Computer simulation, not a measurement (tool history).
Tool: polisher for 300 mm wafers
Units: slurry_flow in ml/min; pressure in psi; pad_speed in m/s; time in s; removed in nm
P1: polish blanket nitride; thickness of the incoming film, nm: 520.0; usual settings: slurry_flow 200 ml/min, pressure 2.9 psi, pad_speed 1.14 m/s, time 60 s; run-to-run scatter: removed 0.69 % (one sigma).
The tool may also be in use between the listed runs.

run 1 hour=14.5 | slurry_flow=200 pressure=2.9 pad_speed=1.14 time=60 | removed=91.365
run 2 hour=27.8 | slurry_flow=200 pressure=2.9 pad_speed=1.14 time=60 | removed=91.996
run 3 hour=40.7 | slurry_flow=200 pressure=2.9 pad_speed=1.76 time=60 | removed=129.880
run 4 hour=49.8 | slurry_flow=200 pressure=2.9 pad_speed=1.14 time=27 | removed=41.389
run 5 hour=63.9 | slurry_flow=200 pressure=1.6 pad_speed=1.14 time=40 | removed=33.733
run 6 hour=74.2 | slurry_flow=200 pressure=2.9 pad_speed=1.14 time=60 | removed=92.076
run 7 hour=82.7 | slurry_flow=200 pressure=3.9 pad_speed=1.14 time=60 | removed=124.670
run 8 hour=93.2 | slurry_flow=200 pressure=2.9 pad_speed=1.14 time=60 | removed=92.586
run 9 hour=99.9 | slurry_flow=200 pressure=1.4 pad_speed=1.14 time=60 | removed=44.398
run 10 hour=109.1 | slurry_flow=120 pressure=3.9 pad_speed=1.14 time=60 | removed=114.240
run 11 hour=119.3 | slurry_flow=200 pressure=2.9 pad_speed=1.14 time=60 | removed=93.160
run 12 hour=134.8 | slurry_flow=200 pressure=2.9 pad_speed=1.14 time=60 | removed=92.576
run 13 hour=149.0 | slurry_flow=200 pressure=2.9 pad_speed=1.14 time=60 | removed=91.788
run 14 hour=159.6 | slurry_flow=280 pressure=2.9 pad_speed=1.14 time=60 | removed=96.409
run 15 hour=169.5 | slurry_flow=120 pressure=2.9 pad_speed=1.14 time=60 | removed=84.410
run 16 hour=183.2 | slurry_flow=200 pressure=2.9 pad_speed=1.14 time=92 | removed=141.740
run 17 hour=196.0 | slurry_flow=200 pressure=2.9 pad_speed=0.60 time=60 | removed=55.253
run 18 hour=203.3 | slurry_flow=200 pressure=2.9 pad_speed=1.14 time=60 | removed=91.029
run 19 hour=218.5 | slurry_flow=200 pressure=2.9 pad_speed=1.14 time=60 | removed=89.317
run 20 hour=226.3 | slurry_flow=200 pressure=2.9 pad_speed=1.14 time=60 | removed=88.522
run 21 hour=240.8 | slurry_flow=200 pressure=2.9 pad_speed=1.14 time=60 | removed=87.053
run 22 hour=249.3 | slurry_flow=200 pressure=2.9 pad_speed=1.14 time=60 | removed=86.135
run 23 hour=256.4 | slurry_flow=200 pressure=2.9 pad_speed=1.14 time=60 | removed=86.963
run 24 hour=263.3 | slurry_flow=200 pressure=2.9 pad_speed=1.14 time=60 | removed=86.035
-- hour=268.1 worn pad replaced by a new one
run 25 hour=274.2 | slurry_flow=200 pressure=2.9 pad_speed=1.14 time=60 | removed=85.778
run 26 hour=286.6 | slurry_flow=200 pressure=2.9 pad_speed=1.14 time=60 | removed=85.847
run 27 hour=293.3 | slurry_flow=200 pressure=2.9 pad_speed=1.14 time=60 | removed=85.292
run 28 hour=301.4 | slurry_flow=200 pressure=2.9 pad_speed=1.14 time=60 | removed=84.515

What P1 gives has crept away from where it was. These 2 causes fit the log equally well, each at the size given:
A: head's pressure below its setpoint, % = 7.58
B: slurry flow missing at the pad, % = 37.8
The creep began at about hour 203.3.
Why every other cause is out:
removal rate lost through wear of the pad, %: serviced at hour 268.1, which brought nothing back

4 check runs are offered, each on 2 wafers whose results are averaged, their results left as question marks. Which one tells the causes apart?
run check 1 hour=309.5 | slurry_flow=120 pressure=2.9 pad_speed=1.58 time=60 | removed=?
run check 2 hour=309.5 | slurry_flow=200 pressure=2.9 pad_speed=0.68 time=46 | removed=?
run check 3 hour=309.5 | slurry_flow=200 pressure=2.9 pad_speed=1.42 time=85 | removed=?
run check 4 hour=309.5 | slurry_flow=200 pressure=2.1 pad_speed=1.14 time=60 | removed=?

What each check would give under each cause:
check=check_1 result=removed if_A=101.550 if_B=96.987
check=check_2 result=removed if_A=43.243 if_B=43.240
check=check_3 result=removed if_A=144.010 if_B=144.000
check=check_4 result=removed if_A=61.751 if_B=61.747
How far apart the two closest causes lie, in the result that separates them most: check 1 4.6 %; check 2 0.01 %; check 3 0.01 %; check 4 0.01 %
Check 1 tells the causes apart: in the others they would give nearly the same result.

Then check 1 was run and gave: removed 101.350 nm. Which cause is it?

It is A: head's pressure below its setpoint, %.
